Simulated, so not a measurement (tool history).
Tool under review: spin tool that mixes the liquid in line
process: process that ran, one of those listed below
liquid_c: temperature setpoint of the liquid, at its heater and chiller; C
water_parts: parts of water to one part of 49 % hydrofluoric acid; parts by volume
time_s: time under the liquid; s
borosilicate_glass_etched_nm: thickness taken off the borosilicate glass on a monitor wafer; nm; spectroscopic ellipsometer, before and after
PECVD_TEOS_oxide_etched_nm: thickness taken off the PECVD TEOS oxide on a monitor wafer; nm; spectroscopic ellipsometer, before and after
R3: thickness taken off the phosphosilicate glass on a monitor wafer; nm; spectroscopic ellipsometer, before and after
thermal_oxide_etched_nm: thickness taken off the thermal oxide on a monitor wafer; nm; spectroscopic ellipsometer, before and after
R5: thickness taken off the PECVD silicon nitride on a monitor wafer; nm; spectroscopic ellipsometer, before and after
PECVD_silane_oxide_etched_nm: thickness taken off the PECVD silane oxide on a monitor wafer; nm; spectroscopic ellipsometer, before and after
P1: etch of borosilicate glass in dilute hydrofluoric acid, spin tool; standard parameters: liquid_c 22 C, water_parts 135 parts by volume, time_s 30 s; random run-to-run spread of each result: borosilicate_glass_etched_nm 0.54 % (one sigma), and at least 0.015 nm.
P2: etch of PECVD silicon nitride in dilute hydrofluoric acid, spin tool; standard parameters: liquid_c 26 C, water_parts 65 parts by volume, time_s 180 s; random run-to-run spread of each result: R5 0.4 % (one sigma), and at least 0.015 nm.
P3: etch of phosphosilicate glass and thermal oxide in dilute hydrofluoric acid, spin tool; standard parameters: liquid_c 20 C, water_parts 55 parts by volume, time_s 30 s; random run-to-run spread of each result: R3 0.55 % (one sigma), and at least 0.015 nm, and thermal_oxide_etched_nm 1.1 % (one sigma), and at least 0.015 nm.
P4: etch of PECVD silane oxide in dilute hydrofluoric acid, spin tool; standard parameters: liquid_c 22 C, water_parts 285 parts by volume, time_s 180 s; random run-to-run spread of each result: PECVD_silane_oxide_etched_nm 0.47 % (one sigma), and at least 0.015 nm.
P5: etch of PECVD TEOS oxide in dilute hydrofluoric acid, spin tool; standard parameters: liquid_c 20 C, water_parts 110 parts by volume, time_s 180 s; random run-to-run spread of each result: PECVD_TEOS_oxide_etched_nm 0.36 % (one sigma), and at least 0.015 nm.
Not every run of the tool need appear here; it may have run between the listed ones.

Run 1, hour 9.3: process P1, liquid_c 22 C, water_parts 135 parts by volume, time_s 30 s. Result: borosilicate_glass_etched_nm 4.3178 nm.
Run 2, hour 21.6: process P1, liquid_c 26.5 C, water_parts 135 parts by volume, time_s 60 s. Result: borosilicate_glass_etched_nm 10.273 nm.
Run 3, hour 32.9: process P5, liquid_c 20 C, water_parts 50 parts by volume, time_s 180 s. Result: PECVD_TEOS_oxide_etched_nm 92.741 nm.
Run 4, hour 40.7: process P1, liquid_c 22 C, water_parts 135 parts by volume, time_s 30 s. Result: borosilicate_glass_etched_nm 4.3135 nm.
Run 5, hour 54.9: process P3, liquid_c 20 C, water_parts 55 parts by volume, time_s 15 s. Result: R3 19.351 nm, thermal_oxide_etched_nm 1.1469 nm.
Run 6, hour 67.7: process P1, liquid_c 22 C, water_parts 135 parts by volume, time_s 15 s. Result: borosilicate_glass_etched_nm 2.1501 nm.
Run 7, hour 79.4: process P2, liquid_c 26 C, water_parts 65 parts by volume, time_s 260 s. Result: R5 7.684 nm.
At hour 84.6: thermometer replaced.
Run 8, hour 93.1: process P3, liquid_c 20 C, water_parts 55 parts by volume, time_s 30 s. Result: R3 39.294 nm, thermal_oxide_etched_nm 2.2987 nm.
Run 9, hour 105.6: process P3, liquid_c 20 C, water_parts 30 parts by volume, time_s 30 s. Result: R3 73.637 nm, thermal_oxide_etched_nm 4.2656 nm.
Run 10, hour 113.9: process P2, liquid_c 26 C, water_parts 65 parts by volume, time_s 180 s. Result: R5 5.3393 nm.
Run 11, hour 122.9: process P5, liquid_c 20 C, water_parts 110 parts by volume, time_s 15 s. Result: PECVD_TEOS_oxide_etched_nm 3.2786 nm.
Run 12, hour 135.2: process P2, liquid_c 26 C, water_parts 25 parts by volume, time_s 180 s. Result: R5 13.588 nm.
Run 13, hour 143.5: process P2, liquid_c 26 C, water_parts 65 parts by volume, time_s 180 s. Result: R5 5.3511 nm.
Run 14, hour 152.9: process P2, liquid_c 34 C, water_parts 65 parts by volume, time_s 180 s. Result: R5 8.8667 nm.
Run 15, hour 160.6: process P1, liquid_c 26.5 C, water_parts 135 parts by volume, time_s 30 s. Result: borosilicate_glass_etched_nm 5.1272 nm.
Run 16, hour 172: process P1, liquid_c 22 C, water_parts 135 parts by volume, time_s 60 s. Result: borosilicate_glass_etched_nm 8.6032 nm.
Run 17, hour 180.8: process P4, liquid_c 28 C, water_parts 285 parts by volume, time_s 180 s. Result: PECVD_silane_oxide_etched_nm 12.779 nm.
Run 18, hour 195.9: process P4, liquid_c 22 C, water_parts 285 parts by volume, time_s 310 s. Result: PECVD_silane_oxide_etched_nm 17.808 nm.
Run 19, hour 206.2: process P5, liquid_c 20 C, water_parts 110 parts by volume, time_s 180 s. Result: PECVD_TEOS_oxide_etched_nm 38.996 nm.
Run 20, hour 213.6: process P1, liquid_c 22 C, water_parts 135 parts by volume, time_s 30 s. Result: borosilicate_glass_etched_nm 4.2705 nm.
Run 21, hour 228.5: process P4, liquid_c 22 C, water_parts 420 parts by volume, time_s 180 s. Result: PECVD_silane_oxide_etched_nm 6.166 nm.
Run 22, hour 239.6: process P1, liquid_c 22 C, water_parts 135 parts by volume, time_s 30 s. Result: borosilicate_glass_etched_nm 4.3098 nm.
Run 23, hour 249.5: process P1, liquid_c 22 C, water_parts 80 parts by volume, time_s 15 s. Result: borosilicate_glass_etched_nm 3.9 nm.
Run 24, hour 261.9: process P1, liquid_c 22 C, water_parts 135 parts by volume, time_s 30 s. Result: borosilicate_glass_etched_nm 4.3376 nm.
Run 25, hour 274.6: process P5, liquid_c 17 C, water_parts 110 parts by volume, time_s 180 s. Result: PECVD_TEOS_oxide_etched_nm 34.5 nm.
Run 26, hour 289.1: process P1, liquid_c 22 C, water_parts 215 parts by volume, time_s 30 s. Result: borosilicate_glass_etched_nm 2.4852 nm.
Run 27, hour 299.8: process P1, liquid_c 18 C, water_parts 135 parts by volume, time_s 30 s. Result: borosilicate_glass_etched_nm 3.6352 nm.
Run 28, hour 308: process P1, liquid_c 22 C, water_parts 45 parts by volume, time_s 30 s. Result: borosilicate_glass_etched_nm 14.385 nm.
Run 29, hour 315.9: process P1, liquid_c 25.5 C, water_parts 195 parts by volume, time_s 30 s. Result: borosilicate_glass_etched_nm 3.2088 nm.
Run 30, hour 322.7: process P3, liquid_c 25.5 C, water_parts 55 parts by volume, time_s 30 s. Result: R3 49.039 nm, thermal_oxide_etched_nm 2.8341 nm.
Run 31, hour 333.1: process P4, liquid_c 22 C, water_parts 285 parts by volume, time_s 180 s. Result: PECVD_silane_oxide_etched_nm 10.317 nm.
Run 32, hour 346.4: process P4, liquid_c 22 C, water_parts 285 parts by volume, time_s 180 s. Result: PECVD_silane_oxide_etched_nm 10.286 nm.
Run 33, hour 360.9: process P1, liquid_c 22 C, water_parts 135 parts by volume, time_s 30 s. Result: borosilicate_glass_etched_nm 4.2994 nm.
Run 34, hour 373: process P1, liquid_c 22 C, water_parts 135 parts by volume, time_s 30 s. Result: borosilicate_glass_etched_nm 4.3998 nm.
Run 35, hour 380.9: process P1, liquid_c 22 C, water_parts 135 parts by volume, time_s 30 s. Result: borosilicate_glass_etched_nm 4.4178 nm.
Run 36, hour 387.8: process P1, liquid_c 22 C, water_parts 135 parts by volume, time_s 30 s. Result: borosilicate_glass_etched_nm 4.5092 nm.
Run 37, hour 400.6: process P1, liquid_c 22 C, water_parts 135 parts by volume, time_s 30 s. Result: borosilicate_glass_etched_nm 4.4922 nm.
Run 38, hour 414: process P1, liquid_c 22 C, water_parts 135 parts by volume, time_s 30 s. Result: borosilicate_glass_etched_nm 4.5258 nm.
Run 39, hour 426.7: process P1, liquid_c 22 C, water_parts 135 parts by volume, time_s 30 s. Result: borosilicate_glass_etched_nm 4.4918 nm.
Run 40, hour 435.6: process P1, liquid_c 22 C, water_parts 135 parts by volume, time_s 30 s. Result: borosilicate_glass_etched_nm 4.5363 nm.
Run 41, hour 442.4: process P1, liquid_c 22 C, water_parts 135 parts by volume, time_s 30 s. Result: borosilicate_glass_etched_nm 4.5642 nm.

The next listed run, before its measurement:
Run 42, hour 453.7: process P1, liquid_c 22 C, water_parts 135 parts by volume, time_s 30 s. Result: borosilicate_glass_etched_nm ?.

Logged for run 42: borosilicate_glass_etched_nm 4.5433 nm.
